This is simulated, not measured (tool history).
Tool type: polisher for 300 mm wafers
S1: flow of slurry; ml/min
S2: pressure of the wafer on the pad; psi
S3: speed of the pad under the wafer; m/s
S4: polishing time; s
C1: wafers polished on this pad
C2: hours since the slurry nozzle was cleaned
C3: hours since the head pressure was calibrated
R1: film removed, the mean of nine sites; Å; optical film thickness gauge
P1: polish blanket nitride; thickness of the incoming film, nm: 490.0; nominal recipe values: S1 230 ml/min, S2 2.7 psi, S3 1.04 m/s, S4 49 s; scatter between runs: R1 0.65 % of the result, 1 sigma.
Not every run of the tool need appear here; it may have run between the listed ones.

run    day   S1   S2    S3  S4    C1     C2     C3       R1
  1  0.200  230  2.7  1.04  49   220  284.1  302.8   684.61
  2  0.442  230  1.9  1.52  49   277  289.9  308.6   654.37
  3  0.854  230  3.5  1.04  49   373  299.8  318.5   895.96
  4  1.121  230  2.7  1.04  76   436  306.2  324.9  1062.70
  5  1.412  230  2.7  1.04  49   504  313.2  331.9   681.68
  6  1.638  230  2.7  1.58  49   556  318.6  337.3   958.38
  7  1.962  230  2.7  1.04  49   632  326.4  345.1   677.74
  8  2.179  230  2.7  1.04  30   683  331.6  350.3   423.22
  9  2.404  310  2.7  0.80  49   736  337.0  355.7   574.56
 10  2.788  230  2.7  1.04  49   825  346.2  364.9   690.92
 11  2.983  230  2.7  1.04  49   871  350.9  369.6   682.82
 12  3.167  230  2.7  1.04  49   914  355.3  374.0   684.08
 13  3.567  170  2.7  1.04  49  1007  364.9  383.6   661.91
     3.750  -- slurry nozzle cleaned
 14  3.796  230  2.7  0.46  49  1061    1.2  389.1   358.78
 15  4.067  230  1.5  1.04  49  1124    7.7  395.6   382.08
 16  4.450  360  2.7  1.04  49  1214   16.9  404.8   715.58
 17  4.779  230  2.7  1.04  49  1291   24.8  412.7   681.10
 18  5.092  230  2.7  1.04  49  1364   32.3  420.2   674.92
 19  5.388  230  2.7  1.04  49  1433   39.4  427.3   659.13
 20  5.625  230  2.7  1.04  49  1488   45.1  433.0   651.82
 21  6.038  230  2.7  1.04  49  1585   55.0  442.9   651.75
 22  6.392  230  2.7  1.04  49  1667   63.5  451.4   640.10
     6.404  -- worn pad replaced by a new one
 23  6.612  230  2.7  1.04  49    49   68.8  456.7   645.36
 24  7.025  230  2.7  1.04  49   145   78.7  466.6   641.21
 25  7.367  230  2.7  1.04  49   225   86.9  474.8   641.88
 26  7.638  230  2.7  1.04  49   288   93.4  481.3   641.64

The output of P1 has drifted from where it used to be. Each of the 2 causes below, taken at the size shown beside it, accounts for the log equally well:
A: slurry flow missing at the pad, % = 39.3
B: head's pressure below its setpoint, % = 7.05
The drift started at roughly day 4.779.
Other possible causes, and why each is ruled out:
removal rate lost through wear of the pad, %: its service at day 6.404 followed the start of the drift and did not put the process back to its old value

Consider the 4 check runs below, whose results appear as question marks and each of which averages 5 wafers. Which one distinguishes the causes, in that each cause would give it a clearly different result?
check 1  7.908  345  2.7  1.04  49               ?
check 2  7.908  230  2.7  0.52  49               ?
check 3  7.908  230  1.8  1.44  49               ?
check 4  7.908  230  2.2  1.56  49               ?

How each check would come out, cause by cause:
  check  result    if A    if B
check 1      R1  679.28  663.67
check 2      R1  366.73  366.74
check 3      R1  552.25  552.28
check 4      R1  719.61  719.65
Smallest distance between any two causes, each pair judged by its most separating result, in per cent: check 1 2.32 %; check 2 0 %; check 3 0 %; check 4 0 %
Of the check runs offered, only check 1 discriminates between the causes; the rest would read about the same regardless of which cause applies.

Running check 1 produced the following: R1 679.86 Å. Which one of the listed causes fits?

A is the cause: slurry flow missing at the pad, %.
